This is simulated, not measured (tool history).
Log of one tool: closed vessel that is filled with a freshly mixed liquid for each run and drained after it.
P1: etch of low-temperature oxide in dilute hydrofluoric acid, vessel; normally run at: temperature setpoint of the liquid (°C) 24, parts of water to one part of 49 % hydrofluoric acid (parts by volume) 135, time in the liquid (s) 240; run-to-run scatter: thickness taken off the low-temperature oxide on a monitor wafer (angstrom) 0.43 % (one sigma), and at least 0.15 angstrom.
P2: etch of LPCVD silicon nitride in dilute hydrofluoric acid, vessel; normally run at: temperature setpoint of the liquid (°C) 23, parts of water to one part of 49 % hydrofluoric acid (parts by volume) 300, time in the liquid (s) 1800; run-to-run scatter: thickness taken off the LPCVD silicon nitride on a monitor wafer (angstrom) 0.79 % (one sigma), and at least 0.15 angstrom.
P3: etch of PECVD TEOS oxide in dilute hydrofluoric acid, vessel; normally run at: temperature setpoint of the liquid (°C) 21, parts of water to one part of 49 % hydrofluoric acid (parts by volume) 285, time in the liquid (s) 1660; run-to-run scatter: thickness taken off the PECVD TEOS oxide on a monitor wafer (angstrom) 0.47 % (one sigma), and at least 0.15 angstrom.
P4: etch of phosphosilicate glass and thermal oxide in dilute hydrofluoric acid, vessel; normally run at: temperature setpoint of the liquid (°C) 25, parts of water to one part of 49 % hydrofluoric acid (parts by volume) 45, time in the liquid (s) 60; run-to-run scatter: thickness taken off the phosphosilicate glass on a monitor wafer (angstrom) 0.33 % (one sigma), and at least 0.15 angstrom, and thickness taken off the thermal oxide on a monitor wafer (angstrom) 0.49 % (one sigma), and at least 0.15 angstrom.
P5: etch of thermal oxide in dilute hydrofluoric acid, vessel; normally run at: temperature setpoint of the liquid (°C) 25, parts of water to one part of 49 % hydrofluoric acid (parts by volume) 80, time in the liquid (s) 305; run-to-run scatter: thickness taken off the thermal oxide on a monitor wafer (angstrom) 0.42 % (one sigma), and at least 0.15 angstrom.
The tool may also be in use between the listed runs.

run	hour	process that ran	temperature setpoint of the liquid (°C)	parts of water to one part of 49 % hydrofluoric acid (parts by volume)	time in the liquid (s)	hours since the thermometer was replaced	hours since the hydrofluoric acid flow meter was replaced	thickness taken off the low-temperature oxide on a monitor wafer (angstrom)	thickness taken off the PECVD TEOS oxide on a monitor wafer (angstrom)	thickness taken off the LPCVD silicon nitride on a monitor wafer (angstrom)	thickness taken off the phosphosilicate glass on a monitor wafer (angstrom)	thickness taken off the thermal oxide on a monitor wafer (angstrom)
1	5	P1	24	135	240	2169.2	412.9	428.18				
2	9.9	P1	32	135	240	2174.1	417.8	572				
3	15.2	P3	21	285	110	2179.4	423.1		33.778			
4	18.5	P1	24	135	480	2182.7	426.4	852.99				
5	22.1	P3	26	285	1660	2186.3	430		607.13			
6	26.2	P1	31.5	135	30	2190.4	434.1	70.676				
7	29.1	P1	17	135	465	2193.3	437	632.49				
# hour 30.2: thermometer replaced
8	34.6	P1	24	135	240	4.5	442.5	429.51				
9	39.6	P2	23	95	1800	9.5	447.5			87.298		
10	43.5	P2	17	300	1800	13.4	451.4			19.067		
11	46.2	P1	24	220	240	16.1	454.1	240.55				
12	50.4	P4	33	45	60	20.3	458.3				2700.1	89.243
13	53.7	P1	18	135	240	23.6	461.6	335.98				
14	57.4	P1	24	135	110	27.3	465.3	196.39				
15	62.6	P5	20	80	305	32.5	470.5					163.08
16	65.4	P2	23	300	190	35.3	473.3			3.0896		
17	70.6	P1	24	135	240	40.5	478.5	425.36				
18	74.3	P4	25	25	60	44.2	482.2				3640.6	120.38
19	78.3	P1	24	20	240	48.2	486.2	3330.4				
20	83.3	P3	21	285	1660	53.2	491.2		510.97			
21	87.8	P1	24	135	240	57.7	495.7	429.51				
22	92.2	P5	25	80	90	62.1	500.1					59.102
23	96	P1	24	195	445	65.9	503.9	514.08				
24	99.3	P5	25	80	305	69.2	507.2					199.32
25	102.3	P3	21	490	1660	72.2	510.2		250.56			
26	107	P5	25	125	305	76.9	514.9					121.43
27	111.7	P2	23	300	1800	81.6	519.6			27.55		
28	116.3	P3	21	285	1660	86.2	524.2		512.87			
29	120.8	P4	25	45	60	90.7	528.7				1972.9	65.612
30	126	P1	24	135	240	95.9	533.9	427.07				
31	130.2	P4	25	45	90	100.1	538.1				2961.3	97.642
32	133.8	P4	25	45	60	103.7	541.7				1962.1	64.946
33	138.7	P1	24	135	240	108.6	546.6	429.38				
34	142.2	P1	24	135	240	112.1	550.1	418.59				
35	146.5	P1	24	135	240	116.4	554.4	415.07				
36	151.7	P1	24	135	240	121.6	559.6	406.98				
37	155.5	P1	24	135	240	125.4	563.4	400.67				
38	160.1	P1	24	135	240	130	568	401.56				
39	165	P1	24	135	240	134.9	572.9	399.05				
40	168.6	P1	24	135	240	138.5	576.5	399.55				
41	172.9	P1	24	135	240	142.8	580.8	401.64				
42	177.2	P1	24	135	240	147.1	585.1	396.87				
43	180.9	P1	24	135	240	150.8	588.8	397.39				

What P1 gives has crept away from where it was. These 2 causes fit the log equally well, each at the size given:
A: hydrofluoric acid flow below the setpoint (%) = 6.02
B: liquid colder than its thermometer reads (K) = 1.86
The creep began at about hour 138.7.

4 check runs are offered, one wafer each, their results left as question marks. Which one tells the causes apart?
check 1	184.6	P3	21	375	120				?			
check 2	184.6	P5	20	80	145							?
check 3	184.6	P4	32.5	45	60						?	?
check 4	184.6	P2	17	125	1800					?		

What each check would give under each cause:
check	result	if A	if B
check 1	thickness taken off the PECVD TEOS oxide on a monitor wafer (angstrom)	23.89	24.306
check 2	thickness taken off the thermal oxide on a monitor wafer (angstrom)	72.401	71.673
check 3	thickness taken off the phosphosilicate glass on a monitor wafer (angstrom)	2484.6	2470.6
check 3	thickness taken off the thermal oxide on a monitor wafer (angstrom)	81.791	81.328
check 4	thickness taken off the LPCVD silicon nitride on a monitor wafer (angstrom)	41.704	38.899
How far apart the two closest causes lie, in the result that separates them most: check 1 1.73 %; check 2 1.01 %; check 3 0.57 %; check 4 6.96 %
Only check 4 tells the causes apart: in the others they would give nearly the same result.

Check 4 was then run and gave: thickness taken off the LPCVD silicon nitride on a monitor wafer (angstrom) 39.123. Which cause is it?

It is B: liquid colder than its thermometer reads (K).

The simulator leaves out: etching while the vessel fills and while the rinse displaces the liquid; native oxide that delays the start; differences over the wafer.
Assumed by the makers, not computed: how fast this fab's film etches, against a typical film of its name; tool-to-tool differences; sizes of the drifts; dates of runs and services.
